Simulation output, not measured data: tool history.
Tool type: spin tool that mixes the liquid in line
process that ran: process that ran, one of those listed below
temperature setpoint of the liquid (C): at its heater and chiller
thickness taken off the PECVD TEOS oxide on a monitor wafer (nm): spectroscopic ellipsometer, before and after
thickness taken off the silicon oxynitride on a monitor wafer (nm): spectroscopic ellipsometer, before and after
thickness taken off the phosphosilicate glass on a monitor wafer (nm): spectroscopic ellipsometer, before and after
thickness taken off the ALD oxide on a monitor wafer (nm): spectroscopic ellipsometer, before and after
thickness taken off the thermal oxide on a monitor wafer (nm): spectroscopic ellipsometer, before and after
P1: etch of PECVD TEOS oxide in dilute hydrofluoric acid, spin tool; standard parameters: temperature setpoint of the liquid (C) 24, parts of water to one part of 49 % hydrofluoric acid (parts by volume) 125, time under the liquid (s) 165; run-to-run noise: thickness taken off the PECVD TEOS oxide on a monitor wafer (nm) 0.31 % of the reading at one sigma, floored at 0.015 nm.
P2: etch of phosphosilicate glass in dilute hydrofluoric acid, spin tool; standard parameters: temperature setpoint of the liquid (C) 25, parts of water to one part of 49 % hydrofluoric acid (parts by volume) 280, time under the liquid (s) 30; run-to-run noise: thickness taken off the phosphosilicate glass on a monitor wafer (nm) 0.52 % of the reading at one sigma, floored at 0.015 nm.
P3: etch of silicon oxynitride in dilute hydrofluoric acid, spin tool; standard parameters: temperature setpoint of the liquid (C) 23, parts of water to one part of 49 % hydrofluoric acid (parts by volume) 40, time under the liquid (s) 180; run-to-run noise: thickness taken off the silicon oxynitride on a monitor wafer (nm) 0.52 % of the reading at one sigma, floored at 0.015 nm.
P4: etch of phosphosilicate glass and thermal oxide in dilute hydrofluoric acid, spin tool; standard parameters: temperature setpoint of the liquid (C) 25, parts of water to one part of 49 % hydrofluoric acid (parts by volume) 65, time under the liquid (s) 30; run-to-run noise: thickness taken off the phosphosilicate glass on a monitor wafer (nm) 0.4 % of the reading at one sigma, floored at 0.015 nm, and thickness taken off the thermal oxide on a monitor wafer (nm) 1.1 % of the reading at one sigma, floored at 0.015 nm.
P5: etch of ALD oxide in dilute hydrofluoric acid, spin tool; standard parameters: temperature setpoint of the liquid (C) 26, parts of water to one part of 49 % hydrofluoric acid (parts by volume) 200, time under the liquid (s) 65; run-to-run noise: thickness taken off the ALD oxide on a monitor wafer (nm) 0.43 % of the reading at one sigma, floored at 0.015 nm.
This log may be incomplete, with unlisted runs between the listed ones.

run	day	process that ran	temperature setpoint of the liquid (C)	parts of water to one part of 49 % hydrofluoric acid (parts by volume)	time under the liquid (s)	hours since the thermometer was replaced	hours since the hydrofluoric acid flow meter was replaced	thickness taken off the PECVD TEOS oxide on a monitor wafer (nm)	thickness taken off the silicon oxynitride on a monitor wafer (nm)	thickness taken off the phosphosilicate glass on a monitor wafer (nm)	thickness taken off the ALD oxide on a monitor wafer (nm)	thickness taken off the thermal oxide on a monitor wafer (nm)
1	0.342	P1	24	125	165	660.2	267.7	20.885				
2	0.608	P1	32	125	165	666.6	274.1	28.358				
3	1.129	P3	23	25	180	679.1	286.6		20.326			
4	1.625	P2	30.5	280	30	691	298.5			19.563		
5	1.983	P1	24	175	165	699.6	307.1	14.114				
6	2.408	P3	23	40	180	709.8	317.3		12.698			
7	2.754	P5	26	200	65	718.1	325.6				6.4939	
8	3.079	P1	24	125	245	725.9	333.4	30.985				
9	3.592	P2	25	280	30	738.2	345.7			16.232		
10	4.004	P2	25	280	15	748.1	355.6			8.0677		
11	4.354	P1	24	70	300	756.5	364	72.29				
12	4.825	P1	24	125	165	767.8	375.3	20.833				
13	5.354	P1	24	125	15	780.5	388	1.9045				
14	5.704	P2	25	280	30	788.9	396.4			16.201		
15	6.008	P1	27.5	125	250	796.2	403.7	36.255				
16	6.346	P2	25	110	30	804.3	411.8			49.426		
17	6.608	P1	24	65	165	810.6	418.1	43.181				
18	7.067	P5	26	200	15	821.6	429.1				1.4985	
19	7.554	P5	18	200	65	833.3	440.8				4.7663	
20	8.046	P4	25	65	30	845.1	452.6			30.173		2.3481
21	8.292	P1	24	125	165	851	458.5	20.914				
22	8.529	P4	29	65	30	856.7	464.2			35.244		2.8238
23	8.8	P4	25	105	30	863.2	470.7			17.714		1.4063
24	9.25	P5	26	340	65	874	481.5				3.2723	
25	9.725	P3	17	40	180	885.4	492.9		9.3921			
26	10.038	P1	18	125	165	892.9	500.4	16.361				
27	10.362	P5	26	200	65	900.7	508.2				6.4464	
28	10.729	P3	23	40	55	909.5	517		3.9106			
29	11.017	P1	24	125	165	916.4	523.9	20.993				
30	11.412	P4	25	65	55	925.9	533.4			55.528		4.2686
31	11.675	P1	24	125	165	932.2	539.7	20.865				

What will run 32 give?
32	11.938	P1	24	125	165	938.5	546	?				

Logged for run 32: thickness taken off the PECVD TEOS oxide on a monitor wafer (nm) 20.261.
